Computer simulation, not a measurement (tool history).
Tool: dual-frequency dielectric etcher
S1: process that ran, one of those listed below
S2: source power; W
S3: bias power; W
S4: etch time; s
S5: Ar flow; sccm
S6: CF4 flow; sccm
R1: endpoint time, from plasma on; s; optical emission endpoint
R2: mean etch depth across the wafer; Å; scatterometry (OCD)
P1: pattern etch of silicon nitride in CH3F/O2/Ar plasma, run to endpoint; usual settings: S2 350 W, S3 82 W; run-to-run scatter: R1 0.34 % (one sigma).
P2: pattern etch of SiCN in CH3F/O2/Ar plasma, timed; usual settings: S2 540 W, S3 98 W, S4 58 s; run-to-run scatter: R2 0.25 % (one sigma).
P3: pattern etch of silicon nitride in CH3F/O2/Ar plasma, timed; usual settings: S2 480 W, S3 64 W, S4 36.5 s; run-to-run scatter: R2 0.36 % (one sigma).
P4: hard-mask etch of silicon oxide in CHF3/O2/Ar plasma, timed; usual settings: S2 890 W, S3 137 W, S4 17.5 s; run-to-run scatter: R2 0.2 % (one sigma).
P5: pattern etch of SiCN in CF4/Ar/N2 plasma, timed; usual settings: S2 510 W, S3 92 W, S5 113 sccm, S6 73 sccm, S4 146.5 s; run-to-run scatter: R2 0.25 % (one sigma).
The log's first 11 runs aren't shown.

Run 12, hour 162: S1 P1, S2 350 W, S3 82 W. Result: R1 40.714 s.
Run 13, hour 174.2: S1 P3, S2 480 W, S3 81 W, S4 36.5 s. Result: R2 273.65 Å.
Run 14, hour 187.6: S1 P2, S2 540 W, S3 98 W, S4 58 s. Result: R2 268.18 Å.
Run 15, hour 203.5: S1 P1, S2 210 W, S3 82 W. Result: R1 48.997 s.
Run 16, hour 215.5: S1 P5, S2 510 W, S3 92 W, S4 146.5 s, S5 113 sccm, S6 73 sccm. Result: R2 1522.6 Å.
Run 17, hour 229.7: S1 P1, S2 350 W, S3 82 W. Result: R1 40.661 s.
Run 18, hour 240.6: S1 P1, S2 350 W, S3 59 W. Result: R1 45.719 s.
Run 19, hour 254.1: S1 P2, S2 540 W, S3 98 W, S4 58 s. Result: R2 268.12 Å.
Run 20, hour 262: S1 P4, S2 890 W, S3 137 W, S4 12 s. Result: R2 257.6 Å.
Run 21, hour 272.1: S1 P1, S2 410 W, S3 58 W. Result: R1 43.09 s.
Run 22, hour 283.4: S1 P1, S2 350 W, S3 108 W. Result: R1 36.562 s.
Run 23, hour 300.1: S1 P4, S2 890 W, S3 94 W, S4 17.5 s. Result: R2 335.34 Å.
Run 24, hour 316.1: S1 P5, S2 510 W, S3 92 W, S4 146.5 s, S5 113 sccm, S6 90 sccm. Result: R2 1569.8 Å.
Run 25, hour 332.6: S1 P3, S2 480 W, S3 64 W, S4 25.5 s. Result: R2 178.64 Å.
Run 26, hour 343.4: S1 P5, S2 510 W, S3 92 W, S4 146.5 s, S5 113 sccm, S6 73 sccm. Result: R2 1525.9 Å.
Run 27, hour 353.2: S1 P1, S2 350 W, S3 82 W. Result: R1 40.689 s.
Run 28, hour 360.6: S1 P3, S2 480 W, S3 64 W, S4 36.5 s. Result: R2 255.15 Å.
Run 29, hour 369.1: S1 P3, S2 340 W, S3 64 W, S4 36.5 s. Result: R2 222.42 Å.
Run 30, hour 384.8: S1 P5, S2 510 W, S3 92 W, S4 146.5 s, S5 157 sccm, S6 73 sccm. Result: R2 1447.5 Å.
Run 31, hour 400.9: S1 P5, S2 510 W, S3 73 W, S4 146.5 s, S5 113 sccm, S6 73 sccm. Result: R2 1400 Å.
Run 32, hour 408.4: S1 P1, S2 350 W, S3 82 W. Result: R1 40.655 s.
Run 33, hour 417.9: S1 P1, S2 350 W, S3 82 W. Result: R1 40.536 s.
Run 34, hour 427.4: S1 P1, S2 350 W, S3 82 W. Result: R1 40.458 s.

The next listed run, before its measurement:
Run 35, hour 444.3: S1 P1, S2 350 W, S3 82 W. Result: R1 ?.

R1: 40.078 s
